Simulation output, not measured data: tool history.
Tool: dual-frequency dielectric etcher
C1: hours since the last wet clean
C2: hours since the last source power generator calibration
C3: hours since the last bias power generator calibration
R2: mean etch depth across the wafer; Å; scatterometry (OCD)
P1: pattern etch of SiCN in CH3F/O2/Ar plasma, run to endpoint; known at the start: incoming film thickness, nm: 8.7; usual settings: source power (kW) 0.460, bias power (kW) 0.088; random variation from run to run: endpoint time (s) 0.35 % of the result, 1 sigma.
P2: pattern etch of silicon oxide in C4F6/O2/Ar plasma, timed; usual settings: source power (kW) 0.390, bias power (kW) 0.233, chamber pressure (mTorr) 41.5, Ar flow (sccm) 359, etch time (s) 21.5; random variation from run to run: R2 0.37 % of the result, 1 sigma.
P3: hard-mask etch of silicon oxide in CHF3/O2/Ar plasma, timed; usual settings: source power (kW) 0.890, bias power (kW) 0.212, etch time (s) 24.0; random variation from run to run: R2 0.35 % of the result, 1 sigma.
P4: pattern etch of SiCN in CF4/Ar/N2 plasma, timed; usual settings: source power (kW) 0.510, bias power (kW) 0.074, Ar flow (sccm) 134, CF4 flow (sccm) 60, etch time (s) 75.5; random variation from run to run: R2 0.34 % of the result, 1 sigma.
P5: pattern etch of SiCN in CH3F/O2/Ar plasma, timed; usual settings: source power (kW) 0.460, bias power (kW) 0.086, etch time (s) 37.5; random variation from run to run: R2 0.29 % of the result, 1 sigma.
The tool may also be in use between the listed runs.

{"run": 1, "hour": 10.0, "process that ran": "P1", "source power (kW)": 0.46, "bias power (kW)": 0.088, "C1": 239.7, "C2": 2218.8, "C3": 720.6, "endpoint time (s)": 21.174}
{"run": 2, "hour": 21.1, "process that ran": "P4", "source power (kW)": 0.51, "bias power (kW)": 0.061, "Ar flow (sccm)": 134, "CF4 flow (sccm)": 60, "etch time (s)": 75.5, "C1": 250.8, "C2": 2229.9, "C3": 731.7, "R2": 627.23}
{"run": 3, "hour": 31.6, "process that ran": "P3", "source power (kW)": 0.89, "bias power (kW)": 0.212, "etch time (s)": 24.0, "C1": 261.3, "C2": 2240.4, "C3": 742.2, "R2": 582.75}
{"run": 4, "hour": 37.3, "process that ran": "P1", "source power (kW)": 0.46, "bias power (kW)": 0.088, "C1": 267.0, "C2": 2246.1, "C3": 747.9, "endpoint time (s)": 21.166}
{"run": 5, "hour": 46.2, "process that ran": "P5", "source power (kW)": 0.46, "bias power (kW)": 0.086, "etch time (s)": 37.5, "C1": 275.9, "C2": 2255.0, "C3": 756.8, "R2": 159.14}
{"run": 6, "hour": 57.1, "process that ran": "P1", "source power (kW)": 0.46, "bias power (kW)": 0.088, "C1": 286.8, "C2": 2265.9, "C3": 767.7, "endpoint time (s)": 21.16}
{"run": 7, "hour": 66.4, "process that ran": "P4", "source power (kW)": 0.51, "bias power (kW)": 0.074, "Ar flow (sccm)": 134, "CF4 flow (sccm)": 60, "etch time (s)": 111.0, "C1": 296.1, "C2": 2275.2, "C3": 777.0, "R2": 986.14}
{"run": 8, "hour": 71.3, "process that ran": "P3", "source power (kW)": 0.54, "bias power (kW)": 0.212, "etch time (s)": 24.0, "C1": 301.0, "C2": 2280.1, "C3": 781.9, "R2": 481.71}
{"run": 9, "hour": 81.2, "process that ran": "P2", "source power (kW)": 0.39, "bias power (kW)": 0.233, "Ar flow (sccm)": 359, "etch time (s)": 21.5, "chamber pressure (mTorr)": 41.5, "C1": 310.9, "C2": 2290.0, "C3": 791.8, "R2": 684.76}
{"run": 10, "hour": 87.9, "process that ran": "P1", "source power (kW)": 0.65, "bias power (kW)": 0.088, "C1": 317.6, "C2": 2296.7, "C3": 798.5, "endpoint time (s)": 18.581}
{"run": 11, "hour": 97.9, "process that ran": "P1", "source power (kW)": 0.46, "bias power (kW)": 0.123, "C1": 327.6, "C2": 2306.7, "C3": 808.5, "endpoint time (s)": 18.781}
{"run": 12, "hour": 105.3, "process that ran": "P5", "source power (kW)": 0.6, "bias power (kW)": 0.086, "etch time (s)": 37.5, "C1": 335.0, "C2": 2314.1, "C3": 815.9, "R2": 175.14}
{"run": 13, "hour": 111.1, "process that ran": "P1", "source power (kW)": 0.46, "bias power (kW)": 0.07, "C1": 340.8, "C2": 2319.9, "C3": 821.7, "endpoint time (s)": 23.09}
{"run": 14, "hour": 117.5, "process that ran": "P5", "source power (kW)": 0.46, "bias power (kW)": 0.116, "etch time (s)": 37.5, "C1": 347.2, "C2": 2326.3, "C3": 828.1, "R2": 176.71}
{"run": 15, "hour": 125.5, "process that ran": "P2", "source power (kW)": 0.39, "bias power (kW)": 0.233, "Ar flow (sccm)": 359, "etch time (s)": 14.0, "chamber pressure (mTorr)": 41.5, "C1": 355.2, "C2": 2334.3, "C3": 836.1, "R2": 449.52}
{"run": 16, "hour": 136.0, "process that ran": "P2", "source power (kW)": 0.49, "bias power (kW)": 0.233, "Ar flow (sccm)": 359, "etch time (s)": 21.5, "chamber pressure (mTorr)": 41.5, "C1": 365.7, "C2": 2344.8, "C3": 846.6, "R2": 751.34}
{"run": 17, "hour": 141.0, "process that ran": "P1", "source power (kW)": 0.46, "bias power (kW)": 0.088, "C1": 370.7, "C2": 2349.8, "C3": 851.6, "endpoint time (s)": 21.272}
{"run": 18, "hour": 148.3, "process that ran": "P1", "source power (kW)": 0.58, "bias power (kW)": 0.121, "C1": 378.0, "C2": 2357.1, "C3": 858.9, "endpoint time (s)": 17.197}
{"run": 19, "hour": 153.6, "process that ran": "P4", "source power (kW)": 0.51, "bias power (kW)": 0.074, "Ar flow (sccm)": 134, "CF4 flow (sccm)": 60, "etch time (s)": 75.5, "C1": 383.3, "C2": 2362.4, "C3": 864.2, "R2": 674.07}
{"run": 20, "hour": 162.6, "process that ran": "P3", "source power (kW)": 0.89, "bias power (kW)": 0.299, "etch time (s)": 24.0, "C1": 392.3, "C2": 2371.4, "C3": 873.2, "R2": 658.73}
{"run": 21, "hour": 170.5, "process that ran": "P2", "source power (kW)": 0.39, "bias power (kW)": 0.153, "Ar flow (sccm)": 359, "etch time (s)": 21.5, "chamber pressure (mTorr)": 41.5, "C1": 400.2, "C2": 2379.3, "C3": 881.1, "R2": 603.42}
{"run": 22, "hour": 177.6, "process that ran": "P4", "source power (kW)": 0.3, "bias power (kW)": 0.074, "Ar flow (sccm)": 134, "CF4 flow (sccm)": 60, "etch time (s)": 75.5, "C1": 407.3, "C2": 2386.4, "C3": 888.2, "R2": 425.35}
{"run": 23, "hour": 182.6, "process that ran": "P2", "source power (kW)": 0.39, "bias power (kW)": 0.233, "Ar flow (sccm)": 359, "etch time (s)": 21.5, "chamber pressure (mTorr)": 31.0, "C1": 412.3, "C2": 2391.4, "C3": 893.2, "R2": 710.48}
{"run": 24, "hour": 190.6, "process that ran": "P1", "source power (kW)": 0.38, "bias power (kW)": 0.066, "C1": 420.3, "C2": 2399.4, "C3": 901.2, "endpoint time (s)": 25.157}
{"run": 25, "hour": 200.9, "process that ran": "P2", "source power (kW)": 0.39, "bias power (kW)": 0.233, "Ar flow (sccm)": 483, "etch time (s)": 21.5, "chamber pressure (mTorr)": 41.5, "C1": 430.6, "C2": 2409.7, "C3": 911.5, "R2": 664.52}
{"hour": 205.3, "done": "source power generator calibrated"}
{"run": 26, "hour": 207.4, "process that ran": "P4", "source power (kW)": 0.51, "bias power (kW)": 0.074, "Ar flow (sccm)": 82, "CF4 flow (sccm)": 60, "etch time (s)": 75.5, "C1": 437.1, "C2": 2.2, "C3": 918.0, "R2": 726.66}
{"run": 27, "hour": 212.9, "process that ran": "P3", "source power (kW)": 0.89, "bias power (kW)": 0.212, "etch time (s)": 24.0, "C1": 442.6, "C2": 7.7, "C3": 923.5, "R2": 582.13}
{"run": 28, "hour": 219.1, "process that ran": "P5", "source power (kW)": 0.46, "bias power (kW)": 0.086, "etch time (s)": 51.0, "C1": 448.8, "C2": 13.9, "C3": 929.7, "R2": 215.82}
{"run": 29, "hour": 226.3, "process that ran": "P4", "source power (kW)": 0.51, "bias power (kW)": 0.074, "Ar flow (sccm)": 134, "CF4 flow (sccm)": 42, "etch time (s)": 75.5, "C1": 456.0, "C2": 21.1, "C3": 936.9, "R2": 632.22}
{"run": 30, "hour": 237.4, "process that ran": "P2", "source power (kW)": 0.39, "bias power (kW)": 0.233, "Ar flow (sccm)": 359, "etch time (s)": 21.5, "chamber pressure (mTorr)": 41.5, "C1": 467.1, "C2": 32.2, "C3": 948.0, "R2": 692.76}
{"run": 31, "hour": 245.9, "process that ran": "P1", "source power (kW)": 0.28, "bias power (kW)": 0.088, "C1": 475.6, "C2": 40.7, "C3": 956.5, "endpoint time (s)": 25.339}
{"run": 32, "hour": 251.5, "process that ran": "P3", "source power (kW)": 0.89, "bias power (kW)": 0.212, "etch time (s)": 29.5, "C1": 481.2, "C2": 46.3, "C3": 962.1, "R2": 717.64}
{"run": 33, "hour": 257.8, "process that ran": "P1", "source power (kW)": 0.46, "bias power (kW)": 0.088, "C1": 487.5, "C2": 52.6, "C3": 968.4, "endpoint time (s)": 21.026}
{"run": 34, "hour": 267.9, "process that ran": "P1", "source power (kW)": 0.46, "bias power (kW)": 0.088, "C1": 497.6, "C2": 62.7, "C3": 978.5, "endpoint time (s)": 21.162}
{"run": 35, "hour": 278.5, "process that ran": "P1", "source power (kW)": 0.46, "bias power (kW)": 0.088, "C1": 508.2, "C2": 73.3, "C3": 989.1, "endpoint time (s)": 20.895}
{"run": 36, "hour": 283.5, "process that ran": "P1", "source power (kW)": 0.46, "bias power (kW)": 0.088, "C1": 513.2, "C2": 78.3, "C3": 994.1, "endpoint time (s)": 20.919}
{"run": 37, "hour": 293.0, "process that ran": "P1", "source power (kW)": 0.46, "bias power (kW)": 0.088, "C1": 522.7, "C2": 87.8, "C3": 1003.6, "endpoint time (s)": 20.808}
{"run": 38, "hour": 303.7, "process that ran": "P1", "source power (kW)": 0.46, "bias power (kW)": 0.088, "C1": 533.4, "C2": 98.5, "C3": 1014.3, "endpoint time (s)": 20.887}
{"run": 39, "hour": 309.0, "process that ran": "P1", "source power (kW)": 0.46, "bias power (kW)": 0.088, "C1": 538.7, "C2": 103.8, "C3": 1019.6, "endpoint time (s)": 20.891}
{"run": 40, "hour": 316.2, "process that ran": "P1", "source power (kW)": 0.46, "bias power (kW)": 0.088, "C1": 545.9, "C2": 111.0, "C3": 1026.8, "endpoint time (s)": 20.806}
{"hour": 317.0, "done": "wet clean of the chamber"}
{"run": 41, "hour": 322.0, "process that ran": "P1", "source power (kW)": 0.46, "bias power (kW)": 0.088, "C1": 5.1, "C2": 116.8, "C3": 1032.6, "endpoint time (s)": 20.849}
{"run": 42, "hour": 327.4, "process that ran": "P1", "source power (kW)": 0.46, "bias power (kW)": 0.088, "C1": 10.5, "C2": 122.2, "C3": 1038.0, "endpoint time (s)": 20.684}
{"run": 43, "hour": 335.4, "process that ran": "P1", "source power (kW)": 0.46, "bias power (kW)": 0.088, "C1": 18.5, "C2": 130.2, "C3": 1046.0, "endpoint time (s)": 20.684}

What P1 gives has crept away from where it was. These 2 causes fit the log equally well, each at the size given:
A: source power that arrives over what is set, % = 4.88
B: bias power that arrives over what is set, % = 4.96
The creep began at about hour 267.9.
Why every other cause is out:
chamber walls in a state that raises the etch rate, %: serviced at hour 317.0, which brought nothing back

4 check runs are offered, each on 2 wafers whose results are averaged, their results left as question marks. Which one tells the causes apart?
{"run": "check 1", "hour": 343.4, "process that ran": "P4", "source power (kW)": 0.34, "bias power (kW)": 0.074, "Ar flow (sccm)": 134, "CF4 flow (sccm)": 60, "etch time (s)": 110.0, "R2": "?"}
{"run": "check 2", "hour": 343.4, "process that ran": "P3", "source power (kW)": 0.54, "bias power (kW)": 0.212, "etch time (s)": 24.0, "R2": "?"}
{"run": "check 3", "hour": 343.4, "process that ran": "P5", "source power (kW)": 0.46, "bias power (kW)": 0.114, "etch time (s)": 37.5, "R2": "?"}
{"run": "check 4", "hour": 343.4, "process that ran": "P2", "source power (kW)": 0.39, "bias power (kW)": 0.233, "Ar flow (sccm)": 359, "etch time (s)": 21.5, "chamber pressure (mTorr)": 35.0, "R2": "?"}

What each check would give under each cause:
check=check_1 result=R2 if_A=717.17 if_B=700.98
check=check_2 result=R2 if_A=491.33 if_B=490.82
check=check_3 result=R2 if_A=179.38 if_B=179.58
check=check_4 result=R2 if_A=716.39 if_B=714.92
How far apart the two closest causes lie, in the result that separates them most: check 1 2.28 %; check 2 0.1 %; check 3 0.11 %; check 4 0.21 %
Check 1 tells the causes apart: in the others they would give nearly the same result.

Check 1 was then run and gave: R2 717.66 Å. Which cause is it?

It is A: source power that arrives over what is set, %.

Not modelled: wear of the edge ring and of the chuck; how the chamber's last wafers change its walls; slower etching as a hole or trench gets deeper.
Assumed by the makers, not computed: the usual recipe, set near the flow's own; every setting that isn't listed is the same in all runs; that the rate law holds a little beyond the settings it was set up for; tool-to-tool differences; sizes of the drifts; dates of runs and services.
